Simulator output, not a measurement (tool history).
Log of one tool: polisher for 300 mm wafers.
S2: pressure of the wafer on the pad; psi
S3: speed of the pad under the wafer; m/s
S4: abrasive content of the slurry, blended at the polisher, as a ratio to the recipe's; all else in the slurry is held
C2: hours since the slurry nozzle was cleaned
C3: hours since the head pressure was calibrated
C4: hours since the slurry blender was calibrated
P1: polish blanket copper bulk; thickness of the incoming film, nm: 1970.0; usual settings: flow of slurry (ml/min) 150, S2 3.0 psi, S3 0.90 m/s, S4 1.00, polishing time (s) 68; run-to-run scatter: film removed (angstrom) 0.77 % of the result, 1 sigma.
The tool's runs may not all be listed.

{"run": 1, "hour": 5.2, "flow of slurry (ml/min)": 150, "S2": 3.0, "S3": 0.9, "S4": 1.0, "polishing time (s)": 68, "wafers polished on this pad": 885, "C2": 345.7, "C3": 558.3, "C4": 67.0, "film removed (angstrom)": 6837.4}
{"run": 2, "hour": 9.9, "flow of slurry (ml/min)": 150, "S2": 3.0, "S3": 0.9, "S4": 0.55, "polishing time (s)": 68, "wafers polished on this pad": 914, "C2": 350.4, "C3": 563.0, "C4": 71.7, "film removed (angstrom)": 6033.2}
{"run": 3, "hour": 14.9, "flow of slurry (ml/min)": 150, "S2": 3.0, "S3": 0.9, "S4": 1.0, "polishing time (s)": 68, "wafers polished on this pad": 946, "C2": 355.4, "C3": 568.0, "C4": 76.7, "film removed (angstrom)": 6814.4}
{"run": 4, "hour": 21.1, "flow of slurry (ml/min)": 150, "S2": 3.0, "S3": 0.56, "S4": 1.0, "polishing time (s)": 88, "wafers polished on this pad": 985, "C2": 361.6, "C3": 574.2, "C4": 82.9, "film removed (angstrom)": 5548.0}
{"hour": 28.2, "done": "slurry blender recalibrated"}
{"run": 5, "hour": 29.5, "flow of slurry (ml/min)": 215, "S2": 3.0, "S3": 0.9, "S4": 1.0, "polishing time (s)": 68, "wafers polished on this pad": 1038, "C2": 370.0, "C3": 582.6, "C4": 1.3, "film removed (angstrom)": 7219.9}
{"run": 6, "hour": 33.7, "flow of slurry (ml/min)": 150, "S2": 3.0, "S3": 0.9, "S4": 1.0, "polishing time (s)": 68, "wafers polished on this pad": 1065, "C2": 374.2, "C3": 586.8, "C4": 5.5, "film removed (angstrom)": 6820.4}
{"run": 7, "hour": 39.1, "flow of slurry (ml/min)": 150, "S2": 3.0, "S3": 0.4, "S4": 1.0, "polishing time (s)": 68, "wafers polished on this pad": 1099, "C2": 379.6, "C3": 592.2, "C4": 10.9, "film removed (angstrom)": 3078.1}
{"run": 8, "hour": 46.8, "flow of slurry (ml/min)": 90, "S2": 3.0, "S3": 1.32, "S4": 1.0, "polishing time (s)": 68, "wafers polished on this pad": 1148, "C2": 387.3, "C3": 599.9, "C4": 18.6, "film removed (angstrom)": 8980.8}
{"run": 9, "hour": 54.6, "flow of slurry (ml/min)": 90, "S2": 3.0, "S3": 0.9, "S4": 1.0, "polishing time (s)": 68, "wafers polished on this pad": 1197, "C2": 395.1, "C3": 607.7, "C4": 26.4, "film removed (angstrom)": 6087.6}
{"run": 10, "hour": 59.1, "flow of slurry (ml/min)": 150, "S2": 3.0, "S3": 0.9, "S4": 1.3, "polishing time (s)": 68, "wafers polished on this pad": 1226, "C2": 399.6, "C3": 612.2, "C4": 30.9, "film removed (angstrom)": 7226.4}
{"run": 11, "hour": 63.8, "flow of slurry (ml/min)": 150, "S2": 3.0, "S3": 0.9, "S4": 1.0, "polishing time (s)": 31, "wafers polished on this pad": 1255, "C2": 404.3, "C3": 616.9, "C4": 35.6, "film removed (angstrom)": 3164.6}
{"run": 12, "hour": 70.6, "flow of slurry (ml/min)": 150, "S2": 3.0, "S3": 0.9, "S4": 1.0, "polishing time (s)": 68, "wafers polished on this pad": 1298, "C2": 411.1, "C3": 623.7, "C4": 42.4, "film removed (angstrom)": 6858.2}
{"run": 13, "hour": 77.1, "flow of slurry (ml/min)": 150, "S2": 3.0, "S3": 0.9, "S4": 1.0, "polishing time (s)": 90, "wafers polished on this pad": 1340, "C2": 417.6, "C3": 630.2, "C4": 48.9, "film removed (angstrom)": 9117.3}
{"hour": 77.8, "done": "head pressure recalibrated"}
{"run": 14, "hour": 83.3, "flow of slurry (ml/min)": 150, "S2": 2.0, "S3": 0.9, "S4": 1.0, "polishing time (s)": 68, "wafers polished on this pad": 1379, "C2": 423.8, "C3": 5.6, "C4": 55.1, "film removed (angstrom)": 4607.5}
{"run": 15, "hour": 89.7, "flow of slurry (ml/min)": 150, "S2": 4.4, "S3": 0.9, "S4": 1.0, "polishing time (s)": 68, "wafers polished on this pad": 1419, "C2": 430.2, "C3": 12.0, "C4": 61.5, "film removed (angstrom)": 10175.0}
{"run": 16, "hour": 94.4, "flow of slurry (ml/min)": 150, "S2": 3.0, "S3": 1.2, "S4": 1.0, "polishing time (s)": 68, "wafers polished on this pad": 1449, "C2": 434.9, "C3": 16.7, "C4": 66.2, "film removed (angstrom)": 9202.2}
{"run": 17, "hour": 99.2, "flow of slurry (ml/min)": 150, "S2": 3.0, "S3": 0.58, "S4": 1.0, "polishing time (s)": 101, "wafers polished on this pad": 1479, "C2": 439.7, "C3": 21.5, "C4": 71.0, "film removed (angstrom)": 6615.9}
{"run": 18, "hour": 104.6, "flow of slurry (ml/min)": 150, "S2": 3.0, "S3": 0.9, "S4": 1.0, "polishing time (s)": 68, "wafers polished on this pad": 1514, "C2": 445.1, "C3": 26.9, "C4": 76.4, "film removed (angstrom)": 6773.2}
{"run": 19, "hour": 112.0, "flow of slurry (ml/min)": 150, "S2": 3.0, "S3": 0.9, "S4": 1.0, "polishing time (s)": 68, "wafers polished on this pad": 1560, "C2": 452.5, "C3": 34.3, "C4": 83.8, "film removed (angstrom)": 6812.0}
{"run": 20, "hour": 120.2, "flow of slurry (ml/min)": 150, "S2": 3.0, "S3": 0.9, "S4": 1.0, "polishing time (s)": 68, "wafers polished on this pad": 1612, "C2": 460.7, "C3": 42.5, "C4": 92.0, "film removed (angstrom)": 6642.9}
{"run": 21, "hour": 126.7, "flow of slurry (ml/min)": 150, "S2": 3.0, "S3": 0.9, "S4": 1.0, "polishing time (s)": 68, "wafers polished on this pad": 1653, "C2": 467.2, "C3": 49.0, "C4": 98.5, "film removed (angstrom)": 6332.7}
{"run": 22, "hour": 131.8, "flow of slurry (ml/min)": 150, "S2": 3.0, "S3": 0.9, "S4": 1.0, "polishing time (s)": 68, "wafers polished on this pad": 1686, "C2": 472.3, "C3": 54.1, "C4": 103.6, "film removed (angstrom)": 6314.3}
{"run": 23, "hour": 139.2, "flow of slurry (ml/min)": 150, "S2": 3.0, "S3": 0.9, "S4": 1.0, "polishing time (s)": 68, "wafers polished on this pad": 1732, "C2": 479.7, "C3": 61.5, "C4": 111.0, "film removed (angstrom)": 6213.0}
{"hour": 139.8, "done": "slurry blender recalibrated"}
{"hour": 142.6, "done": "head pressure recalibrated"}
{"run": 24, "hour": 147.1, "flow of slurry (ml/min)": 150, "S2": 3.0, "S3": 0.9, "S4": 1.0, "polishing time (s)": 68, "wafers polished on this pad": 1782, "C2": 487.6, "C3": 4.5, "C4": 7.3, "film removed (angstrom)": 6204.5}
{"run": 25, "hour": 153.1, "flow of slurry (ml/min)": 150, "S2": 3.0, "S3": 0.9, "S4": 1.0, "polishing time (s)": 68, "wafers polished on this pad": 1820, "C2": 493.6, "C3": 10.5, "C4": 13.3, "film removed (angstrom)": 6204.0}
{"run": 26, "hour": 161.6, "flow of slurry (ml/min)": 150, "S2": 3.0, "S3": 0.9, "S4": 1.0, "polishing time (s)": 68, "wafers polished on this pad": 1874, "C2": 502.1, "C3": 19.0, "C4": 21.8, "film removed (angstrom)": 6298.3}

What P1 gives has crept away from where it was. These 2 causes fit the log equally well, each at the size given:
A: removal rate lost through wear of the pad, % = 9.43
B: slurry flow missing at the pad, % = 36.9
The creep began at about hour 112.0.
Why every other cause is out:
head's pressure below its setpoint, %: serviced at hour 142.6, which brought nothing back
abrasive missing from the slurry, %: serviced at hour 139.8, which brought nothing back

4 check runs are offered, one wafer each, their results left as question marks. Which one tells the causes apart?
{"run": "check 1", "hour": 170.1, "flow of slurry (ml/min)": 150, "S2": 3.0, "S3": 0.4, "S4": 1.0, "polishing time (s)": 84, "film removed (angstrom)": "?"}
{"run": "check 2", "hour": 170.1, "flow of slurry (ml/min)": 150, "S2": 3.0, "S3": 0.52, "S4": 1.0, "polishing time (s)": 68, "film removed (angstrom)": "?"}
{"run": "check 3", "hour": 170.1, "flow of slurry (ml/min)": 150, "S2": 3.0, "S3": 0.9, "S4": 1.25, "polishing time (s)": 68, "film removed (angstrom)": "?"}
{"run": "check 4", "hour": 170.1, "flow of slurry (ml/min)": 90, "S2": 3.0, "S3": 1.1, "S4": 1.0, "polishing time (s)": 68, "film removed (angstrom)": "?"}

What each check would give under each cause:
check=check_1 result=film_removed_(angstrom) if_A=3413.1 if_B=3413.9
check=check_2 result=film_removed_(angstrom) if_A=3591.9 if_B=3592.7
check=check_3 result=film_removed_(angstrom) if_A=6525.4 if_B=6526.8
check=check_4 result=film_removed_(angstrom) if_A=6791.1 if_B=6427.6
How far apart the two closest causes lie, in the result that separates them most: check 1 0.02 %; check 2 0.02 %; check 3 0.02 %; check 4 5.5 %
Check 4 tells the causes apart: in the others they would give nearly the same result.

Then check 4 was run and gave: film removed (angstrom) 6882.7. Which cause is it?

It is A: removal rate lost through wear of the pad, %.

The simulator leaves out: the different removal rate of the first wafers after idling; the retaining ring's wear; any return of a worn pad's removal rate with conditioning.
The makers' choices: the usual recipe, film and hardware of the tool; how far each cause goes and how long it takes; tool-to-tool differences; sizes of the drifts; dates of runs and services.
